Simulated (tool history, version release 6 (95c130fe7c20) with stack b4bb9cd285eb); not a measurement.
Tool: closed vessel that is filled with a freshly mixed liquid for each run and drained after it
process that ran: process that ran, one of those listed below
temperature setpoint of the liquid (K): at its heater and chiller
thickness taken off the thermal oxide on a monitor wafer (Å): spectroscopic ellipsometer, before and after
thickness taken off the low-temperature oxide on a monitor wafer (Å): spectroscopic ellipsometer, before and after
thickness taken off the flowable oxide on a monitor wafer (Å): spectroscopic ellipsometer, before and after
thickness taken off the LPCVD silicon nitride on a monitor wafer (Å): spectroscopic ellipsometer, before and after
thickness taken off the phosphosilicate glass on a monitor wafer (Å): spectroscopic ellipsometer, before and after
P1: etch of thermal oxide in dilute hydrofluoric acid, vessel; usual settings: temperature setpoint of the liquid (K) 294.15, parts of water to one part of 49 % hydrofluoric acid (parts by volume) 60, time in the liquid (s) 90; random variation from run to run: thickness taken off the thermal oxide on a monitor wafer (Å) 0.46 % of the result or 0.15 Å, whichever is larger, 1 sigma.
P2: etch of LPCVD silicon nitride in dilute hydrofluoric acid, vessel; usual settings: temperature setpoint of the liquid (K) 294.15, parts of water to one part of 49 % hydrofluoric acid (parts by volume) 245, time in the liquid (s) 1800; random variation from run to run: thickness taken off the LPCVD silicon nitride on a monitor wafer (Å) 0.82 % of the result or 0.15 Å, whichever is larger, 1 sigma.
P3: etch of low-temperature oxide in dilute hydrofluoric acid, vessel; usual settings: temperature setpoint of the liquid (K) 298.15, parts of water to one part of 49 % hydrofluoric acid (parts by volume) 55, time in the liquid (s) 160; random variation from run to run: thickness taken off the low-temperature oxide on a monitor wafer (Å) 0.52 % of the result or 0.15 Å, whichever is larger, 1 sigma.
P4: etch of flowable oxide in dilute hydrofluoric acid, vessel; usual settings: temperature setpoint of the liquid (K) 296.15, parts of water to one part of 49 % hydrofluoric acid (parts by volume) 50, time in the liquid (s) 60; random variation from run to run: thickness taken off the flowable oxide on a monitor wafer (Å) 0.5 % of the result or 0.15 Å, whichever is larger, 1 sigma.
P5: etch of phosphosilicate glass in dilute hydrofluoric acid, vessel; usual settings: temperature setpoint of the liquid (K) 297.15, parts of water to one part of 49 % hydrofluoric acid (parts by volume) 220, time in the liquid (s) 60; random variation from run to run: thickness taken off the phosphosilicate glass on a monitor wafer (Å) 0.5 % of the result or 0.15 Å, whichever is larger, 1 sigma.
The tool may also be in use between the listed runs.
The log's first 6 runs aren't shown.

run,hour,process that ran,temperature setpoint of the liquid (K),parts of water to one part of 49 % hydrofluoric acid (parts by volume),time in the liquid (s),hours since the thermometer was replaced,hours since the hydrofluoric acid flow meter was replaced,thickness taken off the thermal oxide on a monitor wafer (Å),thickness taken off the low-temperature oxide on a monitor wafer (Å),thickness taken off the flowable oxide on a monitor wafer (Å),thickness taken off the LPCVD silicon nitride on a monitor wafer (Å),thickness taken off the phosphosilicate glass on a monitor wafer (Å)
7,55.8,P1,294.15,60,90,481.8,543.2,66.401,,,,
8,67.6,P5,297.15,220,60,493.6,555.0,,,,,428.47
9,74.0,P1,290.15,60,135,500.0,561.4,84.011,,,,
10,81.5,P1,294.15,60,35,507.5,568.9,26.154,,,,
11,88.4,P5,297.15,75,60,514.4,575.8,,,,,1473.60
12,94.2,P5,297.15,220,30,520.2,581.6,,,,,211.99
13,104.9,P5,293.15,220,60,530.9,592.3,,,,,370.67
14,115.4,P1,294.15,60,90,541.4,602.8,66.802,,,,
15,125.7,P1,294.15,60,90,551.7,613.1,66.412,,,,
16,137.9,P3,298.15,55,160,563.9,625.3,,564.45,,,
17,146.5,P3,298.15,55,30,572.5,633.9,,106.76,,,
18,155.1,P4,296.15,50,60,581.1,642.5,,,471.83,,
19,161.2,P1,294.15,60,135,587.2,648.6,99.275,,,,
20,168.5,P1,294.15,25,90,594.5,655.9,167.780,,,,
21,176.4,P1,300.65,60,90,602.4,663.8,86.107,,,,
22,186.5,P1,290.15,60,90,612.5,673.9,56.469,,,,
23,196.8,P1,294.15,60,90,622.8,684.2,66.670,,,,
24,207.2,P4,296.15,20,60,633.2,694.6,,,1218.70,,
25,218.1,P2,290.15,245,1800,644.1,705.5,,,,25.380,

The next listed run, before its measurement:
26,225.1,P2,294.15,50,1800,651.1,712.5,,,,?,

thickness taken off the LPCVD silicon nitride on a monitor wafer (Å): 157.260
